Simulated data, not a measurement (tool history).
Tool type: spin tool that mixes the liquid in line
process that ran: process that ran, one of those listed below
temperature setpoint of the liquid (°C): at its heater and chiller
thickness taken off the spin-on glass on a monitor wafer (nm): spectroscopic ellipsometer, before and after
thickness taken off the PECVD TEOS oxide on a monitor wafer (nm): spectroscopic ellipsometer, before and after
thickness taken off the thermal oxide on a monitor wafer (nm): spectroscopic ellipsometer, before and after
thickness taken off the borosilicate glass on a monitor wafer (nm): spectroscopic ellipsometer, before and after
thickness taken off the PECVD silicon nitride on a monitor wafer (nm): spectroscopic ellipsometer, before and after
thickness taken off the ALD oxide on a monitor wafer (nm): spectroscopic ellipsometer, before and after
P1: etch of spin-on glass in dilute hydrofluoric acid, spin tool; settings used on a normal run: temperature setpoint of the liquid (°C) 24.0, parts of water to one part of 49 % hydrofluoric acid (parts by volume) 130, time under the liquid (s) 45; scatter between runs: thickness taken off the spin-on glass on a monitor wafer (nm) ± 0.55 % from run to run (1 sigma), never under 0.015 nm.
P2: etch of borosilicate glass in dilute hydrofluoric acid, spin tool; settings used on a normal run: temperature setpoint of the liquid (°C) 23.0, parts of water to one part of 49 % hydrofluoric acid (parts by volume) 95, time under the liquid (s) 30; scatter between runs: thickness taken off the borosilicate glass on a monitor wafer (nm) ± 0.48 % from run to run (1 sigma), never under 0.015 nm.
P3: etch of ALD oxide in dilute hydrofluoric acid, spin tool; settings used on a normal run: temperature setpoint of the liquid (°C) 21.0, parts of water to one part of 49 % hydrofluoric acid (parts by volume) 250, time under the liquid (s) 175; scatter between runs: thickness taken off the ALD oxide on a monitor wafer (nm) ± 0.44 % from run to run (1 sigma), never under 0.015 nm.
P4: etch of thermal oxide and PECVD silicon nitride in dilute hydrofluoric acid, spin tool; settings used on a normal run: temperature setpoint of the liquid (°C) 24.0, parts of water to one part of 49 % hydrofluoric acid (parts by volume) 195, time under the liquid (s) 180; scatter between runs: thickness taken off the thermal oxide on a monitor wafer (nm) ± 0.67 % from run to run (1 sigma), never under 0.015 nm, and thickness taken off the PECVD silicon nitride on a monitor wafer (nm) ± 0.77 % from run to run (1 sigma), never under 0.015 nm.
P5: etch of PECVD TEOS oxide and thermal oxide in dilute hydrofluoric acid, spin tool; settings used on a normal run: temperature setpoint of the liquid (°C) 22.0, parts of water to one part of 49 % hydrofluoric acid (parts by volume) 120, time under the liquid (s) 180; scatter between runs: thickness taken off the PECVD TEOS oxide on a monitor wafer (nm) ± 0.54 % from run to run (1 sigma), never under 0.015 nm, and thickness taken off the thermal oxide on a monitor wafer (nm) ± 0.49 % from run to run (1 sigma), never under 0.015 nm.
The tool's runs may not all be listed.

run     day  process that ran  temperature setpoint of the liquid (°C)  parts of water to one part of 49 % hydrofluoric acid (parts by volume)  time under the liquid (s)  hours since the thermometer was replaced  hours since the hydrofluoric acid flow meter was replaced  thickness taken off the spin-on glass on a monitor wafer (nm)  thickness taken off the PECVD TEOS oxide on a monitor wafer (nm)  thickness taken off the thermal oxide on a monitor wafer (nm)  thickness taken off the borosilicate glass on a monitor wafer (nm)  thickness taken off the PECVD silicon nitride on a monitor wafer (nm)  thickness taken off the ALD oxide on a monitor wafer (nm)
  1   0.392                P1                                     24.0                                                                     130                         45                                     349.3                                                      289.8                                                         9.6711
  2   0.917                P5                                     22.0                                                                     120                        180                                     361.9                                                      302.4                                                                                                                          11.8740                                                         6.3369
  3   1.304                P2                                     23.0                                                                      95                         30                                     371.2                                                      311.7                                                                                                                                                                                                                                                              7.4934
  4   1.750                P1                                     24.0                                                                     130                         15                                     381.9                                                      322.4                                                         3.2239
  5   2.104                P5                                     17.0                                                                     120                        180                                     390.4                                                      330.9                                                                                                                           9.6225                                                         5.2090
  6   2.417                P4                                     24.0                                                                     195                        180                                     397.9                                                      338.4                                                                                                                                                                                          4.0844                                                                                                                                     3.0785
  7   2.733                P1                                     24.0                                                                     130                         45                                     405.5                                                      346.0                                                         9.6692
  8   3.154                P1                                     32.0                                                                     130                         20                                     415.6                                                      356.1                                                         5.8243
  9   3.796                P4                                     30.5                                                                     195                        180                                     431.0                                                      371.5                                                                                                                                                                                          5.1776                                                                                                                                     4.5757
 10   4.208                P1                                     24.0                                                                      80                         45                                     440.9                                                      381.4                                                        16.7300
 11   4.812                P2                                     23.0                                                                      95                         30                                     455.4                                                      395.9                                                                                                                                                                                                                                                              7.4267
 12   5.429                P1                                     18.5                                                                     205                         45                                     470.2                                                      410.7                                                         4.5308
 13   5.850                P3                                     21.0                                                                     250                        320                                     480.3                                                      420.8                                                                                                                                                                                                                                                                                                                                                                                                29.660
 14   6.354                P5                                     22.0                                                                      30                        180                                     492.4                                                      432.9                                                                                                                          52.3390                                                        28.5490
 15   6.704                P1                                     19.5                                                                     130                         45                                     500.8                                                      441.3                                                         8.1281
 16   7.350                P3                                     21.0                                                                     250                        175                                     516.3                                                      456.8                                                                                                                                                                                                                                                                                                                                                                                                16.423
 17   8.004                P4                                     24.0                                                                     195                        180                                     532.0                                                      472.5                                                                                                                                                                                          4.1183                                                                                                                                     3.0814
 18   8.596                P3                                     21.0                                                                     250                        175                                     546.2                                                      486.7                                                                                                                                                                                                                                                                                                                                                                                                16.441
 19   9.062                P3                                     17.0                                                                     250                        175                                     557.4                                                      497.9                                                                                                                                                                                                                                                                                                                                                                                                14.060
 20   9.562                P1                                     24.0                                                                     130                         45                                     569.4                                                      509.9                                                         9.6258
 21  10.117                P5                                     22.0                                                                     120                        180                                     582.7                                                      523.2                                                                                                                          11.9480                                                         6.4143
 22  10.708                P2                                     23.0                                                                      95                         15                                     596.9                                                      537.4                                                                                                                                                                                                                                                              3.7636
 23  11.042                P1                                     24.0                                                                     130                         80                                     604.9                                                      545.4                                                        17.2030
 24  11.483                P2                                     29.0                                                                      95                         30                                     615.5                                                      556.0                                                                                                                                                                                                                                                              9.4450
 25  11.992                P4                                     24.0                                                                     320                        180                                     627.7                                                      568.2                                                                                                                                                                                          2.1952                                                                                                                                     1.8662
 26  12.512                P1                                     24.0                                                                     195                         45                                     640.2                                                      580.7                                                         5.9647
 27  13.083                P1                                     24.0                                                                     130                         45                                     653.9                                                      594.4                                                         9.7507
 28  13.462                P3                                     21.0                                                                     105                        175                                     663.0                                                      603.5                                                                                                                                                                                                                                                                                                                                                                                                45.349
 29  13.762                P2                                     23.0                                                                      20                         30                                     670.2                                                      610.7                                                                                                                                                                                                                                                             39.0210
 30  14.442                P1                                     24.0                                                                     130                         45                                     686.5                                                      627.0                                                         9.7455
 31  14.808                P5                                     22.0                                                                     120                         95                                     695.3                                                      635.8                                                                                                                           6.3109                                                         3.3793
 32  15.354                P4                                     24.0                                                                     195                        330                                     708.4                                                      648.9                                                                                                                                                                                          7.5805                                                                                                                                     5.6451

Forecast run 33:
 33  15.675                P1                                     24.0                                                                     130                         45                                     716.1                                                      656.6                                                              ?

thickness taken off the spin-on glass on a monitor wafer (nm): 9.7362
